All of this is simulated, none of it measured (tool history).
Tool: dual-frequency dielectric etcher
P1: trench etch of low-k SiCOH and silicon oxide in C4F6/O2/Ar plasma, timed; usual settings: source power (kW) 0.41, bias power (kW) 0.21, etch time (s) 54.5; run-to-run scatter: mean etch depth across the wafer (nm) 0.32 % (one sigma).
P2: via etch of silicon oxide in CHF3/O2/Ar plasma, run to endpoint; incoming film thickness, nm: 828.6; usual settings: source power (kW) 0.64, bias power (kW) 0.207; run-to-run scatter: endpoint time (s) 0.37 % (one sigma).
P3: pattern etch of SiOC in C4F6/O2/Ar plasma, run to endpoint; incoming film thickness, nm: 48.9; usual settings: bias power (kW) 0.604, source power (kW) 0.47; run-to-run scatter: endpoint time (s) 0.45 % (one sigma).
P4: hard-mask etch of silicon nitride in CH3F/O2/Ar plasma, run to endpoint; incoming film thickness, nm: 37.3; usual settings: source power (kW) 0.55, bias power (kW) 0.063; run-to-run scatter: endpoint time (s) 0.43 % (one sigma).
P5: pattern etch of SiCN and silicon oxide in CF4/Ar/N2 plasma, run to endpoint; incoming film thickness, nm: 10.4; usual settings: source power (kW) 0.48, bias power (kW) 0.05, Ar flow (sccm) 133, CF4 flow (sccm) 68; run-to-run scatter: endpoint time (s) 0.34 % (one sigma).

| run | day | process that ran | source power (kW) | bias power (kW) | etch time (s) | Ar flow (sccm) | CF4 flow (sccm) | hours since the last wet clean | hours since the last source power generator calibration | hours since the last bias power generator calibration | mean etch depth across the wafer (nm) | endpoint time (s) |
|---|---|---|---|---|---|---|---|---|---|---|---|---|
| 1 | 0.4 | P1 | 0.41 | 0.21 | 54.5 |  |  | 300.1 | 905.2 | 1412.8 | 191.97 |  |
| 2 | 0.871 | P5 | 0.48 | 0.063 |  | 133 | 68 | 311.4 | 916.5 | 1424.1 |  | 12.703 |
| 3 | 1.45 | P5 | 0.48 | 0.05 |  | 133 | 68 | 325.3 | 930.4 | 1438 |  | 13.781 |
| 4 | 2.033 | P5 | 0.48 | 0.05 |  | 187 | 68 | 339.3 | 944.4 | 1452 |  | 14.57 |
| 5 | 2.546 | P1 | 0.41 | 0.21 | 54.5 |  |  | 351.6 | 956.7 | 1464.3 | 193.25 |  |
| 6 | 2.988 | P5 | 0.48 | 0.05 |  | 133 | 68 | 362.2 | 967.3 | 1474.9 |  | 13.842 |
| 7 | 3.542 | P2 | 0.43 | 0.207 |  |  |  | 375.5 | 980.6 | 1488.2 |  | 459.03 |
| 8 | 3.825 | P3 | 0.47 | 0.353 |  |  |  | 382.3 | 987.4 | 1495 |  | 17.767 |
| 9 | 4.179 | P3 | 0.29 | 0.604 |  |  |  | 390.8 | 995.9 | 1503.5 |  | 17.339 |
| 10 | 4.467 | P1 | 0.33 | 0.21 | 54.5 |  |  | 397.7 | 1002.8 | 1510.4 | 177.08 |  |
| 11 | 5.05 | P1 | 0.41 | 0.21 | 40.5 |  |  | 411.7 | 1016.8 | 1524.4 | 142.8 |  |
| 12 | 5.638 | P1 | 0.41 | 0.21 | 54.5 |  |  | 425.8 | 1030.9 | 1538.5 | 192.66 |  |
| 13 | 6.183 | P1 | 0.41 | 0.21 | 69.5 |  |  | 438.9 | 1044 | 1551.6 | 246.77 |  |
| 14 | 6.779 | P3 | 0.47 | 0.604 |  |  |  | 453.2 | 1058.3 | 1565.9 |  | 14.633 |
| 15 | 7.267 | P1 | 0.41 | 0.21 | 54.5 |  |  | 464.9 | 1070 | 1577.6 | 192.14 |  |
| 16 | 7.783 | P1 | 0.53 | 0.21 | 54.5 |  |  | 477.3 | 1082.4 | 1590 | 214.48 |  |
| 17 | 8.171 | P2 | 0.64 | 0.207 |  |  |  | 486.6 | 1091.7 | 1599.3 |  | 396.39 |
| 18 | 8.683 | P4 | 0.55 | 0.063 |  |  |  | 498.9 | 1104 | 1611.6 |  | 49.341 |
| 19 | 9.058 | P1 | 0.41 | 0.21 | 54.5 |  |  | 507.9 | 1113 | 1620.6 | 193.01 |  |
| 20 | 9.55 | P5 | 0.36 | 0.05 |  | 133 | 68 | 519.7 | 1124.8 | 1632.4 |  | 17.777 |
| 21 | 9.958 | P1 | 0.55 | 0.21 | 77.5 |  |  | 529.5 | 1134.6 | 1642.2 | 306.27 |  |
| 22 | 10.496 | P5 | 0.48 | 0.05 |  | 133 | 93 | 542.4 | 1147.5 | 1655.1 |  | 13.047 |
| 23 | 10.833 | P2 | 0.64 | 0.281 |  |  |  | 550.5 | 1155.6 | 1663.2 |  | 358.12 |
| 24 | 11.262 | P1 | 0.41 | 0.172 | 54.5 |  |  | 560.8 | 1165.9 | 1673.5 | 180.73 |  |
| 25 | 11.692 | P4 | 0.67 | 0.063 |  |  |  | 571.1 | 1176.2 | 1683.8 |  | 45.724 |
| 26 | 12.292 | P4 | 0.55 | 0.047 |  |  |  | 585.5 | 1190.6 | 1698.2 |  | 53.781 |
| 27 | 12.625 | P3 | 0.47 | 0.604 |  |  |  | 593.5 | 1198.6 | 1706.2 |  | 14.514 |
| 28 | 13.008 | P1 | 0.41 | 0.292 | 71.5 |  |  | 602.7 | 1207.8 | 1715.4 | 282.23 |  |
| 29 | 13.4 | P1 | 0.41 | 0.286 | 54.5 |  |  | 612.1 | 1217.2 | 1724.8 | 213 |  |
| 30 | 13.725 | P1 | 0.41 | 0.21 | 54.5 |  |  | 619.9 | 1225 | 1732.6 | 193.02 |  |
| 31 | 14.046 | P1 | 0.41 | 0.21 | 54.5 |  |  | 627.6 | 1232.7 | 1740.3 | 190.3 |  |
| 32 | 14.383 | P1 | 0.41 | 0.21 | 54.5 |  |  | 635.7 | 1240.8 | 1748.4 | 192.08 |  |
| 33 | 14.767 | P1 | 0.41 | 0.21 | 54.5 |  |  | 644.9 | 1250 | 1757.6 | 190.78 |  |
| 34 | 15.096 | P1 | 0.41 | 0.21 | 54.5 |  |  | 652.8 | 1257.9 | 1765.5 | 190.57 |  |
| 35 | 15.354 | P1 | 0.41 | 0.21 | 54.5 |  |  | 659 | 1264.1 | 1771.7 | 191.41 |  |
|  | 15.646 | wet clean of the chamber |
| 36 | 15.875 | P1 | 0.41 | 0.21 | 54.5 |  |  | 5.5 | 1276.6 | 1784.2 | 189.95 |  |
| 37 | 16.283 | P1 | 0.41 | 0.21 | 54.5 |  |  | 15.3 | 1286.4 | 1794 | 189.39 |  |
| 38 | 16.688 | P1 | 0.41 | 0.21 | 54.5 |  |  | 25 | 1296.1 | 1803.7 | 189.37 |  |
| 39 | 16.967 | P1 | 0.41 | 0.21 | 54.5 |  |  | 31.7 | 1302.8 | 1810.4 | 189.8 |  |

What P1 gives has crept away from where it was. These 2 causes fit the log equally well, each at the size given:
A: source power that arrives under what is set, % = 4.1
B: bias power that arrives under what is set, % = 4.87
The creep began at about day 13.725.
Why every other cause is out:
chamber walls in a state that lowers the etch rate, %: serviced at day 15.646, which brought nothing back

4 check runs are offered, each on 2 wafers whose results are averaged, their results left as question marks. Which one tells the causes apart?
| check 1 | 17.246 | P3 | 0.47 | 0.604 |  |  |  |  |  |  |  | ? |
| check 2 | 17.246 | P5 | 0.48 | 0.05 |  | 133 | 68 |  |  |  |  | ? |
| check 3 | 17.246 | P2 | 0.64 | 0.207 |  |  |  |  |  |  |  | ? |
| check 4 | 17.246 | P4 | 0.55 | 0.063 |  |  |  |  |  |  |  | ? |

What each check would give under each cause:
| check | result | if A | if B |
|---|---|---|---|
| check 1 | endpoint time (s) | 14.811 | 14.864 |
| check 2 | endpoint time (s) | 14.303 | 14.007 |
| check 3 | endpoint time (s) | 401.93 | 402.41 |
| check 4 | endpoint time (s) | 50.229 | 50.223 |
How far apart the two closest causes lie, in the result that separates them most: check 1 0.36 %; check 2 2.1 %; check 3 0.12 %; check 4 0.01 %
Check 2 tells the causes apart: in the others they would give nearly the same result.

Check 2 was then run and gave: endpoint time (s) 14.031. Which cause is it?

It is B: bias power that arrives under what is set, %.
